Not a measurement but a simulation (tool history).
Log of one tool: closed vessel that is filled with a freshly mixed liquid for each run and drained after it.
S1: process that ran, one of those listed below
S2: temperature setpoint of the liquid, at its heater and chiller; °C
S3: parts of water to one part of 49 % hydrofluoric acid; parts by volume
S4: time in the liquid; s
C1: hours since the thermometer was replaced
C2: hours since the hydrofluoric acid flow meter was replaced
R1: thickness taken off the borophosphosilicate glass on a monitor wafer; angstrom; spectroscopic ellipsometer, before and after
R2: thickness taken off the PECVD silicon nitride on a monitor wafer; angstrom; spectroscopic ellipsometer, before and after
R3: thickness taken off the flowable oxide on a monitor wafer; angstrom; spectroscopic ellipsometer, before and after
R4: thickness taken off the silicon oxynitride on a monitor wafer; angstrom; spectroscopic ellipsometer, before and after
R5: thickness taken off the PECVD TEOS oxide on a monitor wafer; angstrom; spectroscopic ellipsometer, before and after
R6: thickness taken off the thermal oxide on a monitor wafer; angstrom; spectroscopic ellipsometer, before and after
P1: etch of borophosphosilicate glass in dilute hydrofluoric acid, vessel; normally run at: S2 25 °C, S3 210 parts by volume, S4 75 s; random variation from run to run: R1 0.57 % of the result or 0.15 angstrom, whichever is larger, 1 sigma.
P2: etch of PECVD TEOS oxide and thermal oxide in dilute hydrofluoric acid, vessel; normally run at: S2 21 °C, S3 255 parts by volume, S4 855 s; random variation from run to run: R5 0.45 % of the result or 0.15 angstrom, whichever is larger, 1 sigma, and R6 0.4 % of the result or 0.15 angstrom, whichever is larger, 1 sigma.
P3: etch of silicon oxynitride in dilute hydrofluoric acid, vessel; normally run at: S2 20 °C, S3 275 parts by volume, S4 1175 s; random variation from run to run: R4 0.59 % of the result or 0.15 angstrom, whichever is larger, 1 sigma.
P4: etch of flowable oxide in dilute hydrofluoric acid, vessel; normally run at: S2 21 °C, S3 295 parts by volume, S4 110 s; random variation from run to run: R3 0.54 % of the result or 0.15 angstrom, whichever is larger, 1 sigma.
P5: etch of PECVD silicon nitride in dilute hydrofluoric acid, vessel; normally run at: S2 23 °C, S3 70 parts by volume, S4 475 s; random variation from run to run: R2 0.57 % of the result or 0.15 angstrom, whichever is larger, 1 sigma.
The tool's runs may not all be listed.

| run | hour | S1 | S2 | S3 | S4 | C1 | C2 | R1 | R2 | R3 | R4 | R5 | R6 |
|---|---|---|---|---|---|---|---|---|---|---|---|---|---|
| 1 | 5.7 | P1 | 25 | 210 | 75 | 394.3 | 570.2 | 136.84 |  |  |  |  |  |
| 2 | 13.9 | P1 | 25 | 385 | 75 | 402.5 | 578.4 | 61.922 |  |  |  |  |  |
| 3 | 19.8 | P1 | 25 | 210 | 40 | 408.4 | 584.3 | 72.294 |  |  |  |  |  |
| 4 | 28.6 | P5 | 23 | 70 | 190 | 417.2 | 593.1 |  | 142.02 |  |  |  |  |
| 5 | 34.9 | P1 | 25 | 130 | 75 | 423.5 | 599.4 | 240.01 |  |  |  |  |  |
| 6 | 41.7 | P4 | 21 | 295 | 110 | 430.3 | 606.2 |  |  | 94.814 |  |  |  |
| 7 | 48.6 | P3 | 20 | 460 | 1175 | 437.2 | 613.1 |  |  |  | 23.123 |  |  |
| 8 | 56.1 | P2 | 21 | 255 | 855 | 444.7 | 620.6 |  |  |  |  | 239.79 | 121.5 |
| 9 | 64.4 | P2 | 21 | 255 | 485 | 453 | 628.9 |  |  |  |  | 136.45 | 69.308 |
| 10 | 70.2 | P5 | 23 | 45 | 475 | 458.8 | 634.7 |  | 547.16 |  |  |  |  |
| 11 | 77.3 | P4 | 17 | 295 | 110 | 465.9 | 641.8 |  |  | 81.591 |  |  |  |
| 12 | 82.2 | P3 | 20 | 275 | 1175 | 470.8 | 646.7 |  |  |  | 43.302 |  |  |
| 13 | 86.6 | P4 | 21 | 295 | 110 | 475.2 | 651.1 |  |  | 96.428 |  |  |  |
| 14 | 92.9 | P2 | 21 | 370 | 855 | 481.5 | 657.4 |  |  |  |  | 148.81 | 75.896 |
| 15 | 102.2 | P5 | 17 | 70 | 475 | 490.8 | 666.7 |  | 236.61 |  |  |  |  |
| 16 | 108.8 | P2 | 21 | 255 | 855 | 497.4 | 673.3 |  |  |  |  | 238.24 | 122.46 |
| 17 | 113.1 | P1 | 18.5 | 295 | 75 | 501.7 | 677.6 | 69.556 |  |  |  |  |  |
| 18 | 118.2 | P3 | 20 | 275 | 2200 | 506.8 | 682.7 |  |  |  | 81.279 |  |  |
| 19 | 123.7 | P1 | 25 | 210 | 75 | 512.3 | 688.2 | 136.1 |  |  |  |  |  |
| 20 | 128 | P1 | 25 | 210 | 110 | 516.6 | 692.5 | 198.37 |  |  |  |  |  |
| 21 | 132.7 | P2 | 27.5 | 255 | 855 | 521.3 | 697.2 |  |  |  |  | 302.56 | 154.2 |
| 22 | 139.9 | P1 | 20.5 | 210 | 30 | 528.5 | 704.4 | 45.476 |  |  |  |  |  |
| 23 | 146.5 | P4 | 21 | 455 | 110 | 535.1 | 711 |  |  | 54.045 |  |  |  |
| 24 | 153.3 | P5 | 23 | 70 | 475 | 541.9 | 717.8 |  | 357.19 |  |  |  |  |
| 25 | 160.7 | P1 | 21 | 340 | 75 | 549.3 | 725.2 | 64.97 |  |  |  |  |  |
| 26 | 168.1 | P1 | 18.5 | 210 | 75 | 556.7 | 732.6 | 105.25 |  |  |  |  |  |
| 27 | 177 | P4 | 21 | 295 | 30 | 565.6 | 741.5 |  |  | 26.004 |  |  |  |
| 28 | 185.1 | P1 | 30.5 | 210 | 75 | 573.7 | 749.6 | 164.54 |  |  |  |  |  |
| 29 | 189.8 | P3 | 28.5 | 275 | 1175 | 578.4 | 754.3 |  |  |  | 62.379 |  |  |
| 30 | 194.9 | P3 | 20 | 275 | 1175 | 583.5 | 759.4 |  |  |  | 43.644 |  |  |
| 31 | 200.1 | P5 | 23 | 70 | 475 | 588.7 | 764.6 |  | 356.05 |  |  |  |  |
| 32 | 208.9 | P1 | 25 | 210 | 75 | 597.5 | 773.4 | 135.22 |  |  |  |  |  |
| 33 | 213.8 | P1 | 25 | 210 | 75 | 602.4 | 778.3 | 136.19 |  |  |  |  |  |
| 34 | 219.1 | P1 | 25 | 210 | 75 | 607.7 | 783.6 | 135.85 |  |  |  |  |  |
| 35 | 223.5 | P1 | 25 | 210 | 75 | 612.1 | 788 | 131.93 |  |  |  |  |  |
| 36 | 230.1 | P1 | 25 | 210 | 75 | 618.7 | 794.6 | 130.28 |  |  |  |  |  |
| 37 | 238.8 | P1 | 25 | 210 | 75 | 627.4 | 803.3 | 129.99 |  |  |  |  |  |
| 38 | 247.3 | P1 | 25 | 210 | 75 | 635.9 | 811.8 | 128.5 |  |  |  |  |  |
| 39 | 251.9 | P1 | 25 | 210 | 75 | 640.5 | 816.4 | 128.6 |  |  |  |  |  |

Forecast run 40:
| 40 | 258.3 | P1 | 25 | 210 | 75 | 646.9 | 822.8 | ? |  |  |  |  |  |

Run 40 gave R1 128.88 angstrom.

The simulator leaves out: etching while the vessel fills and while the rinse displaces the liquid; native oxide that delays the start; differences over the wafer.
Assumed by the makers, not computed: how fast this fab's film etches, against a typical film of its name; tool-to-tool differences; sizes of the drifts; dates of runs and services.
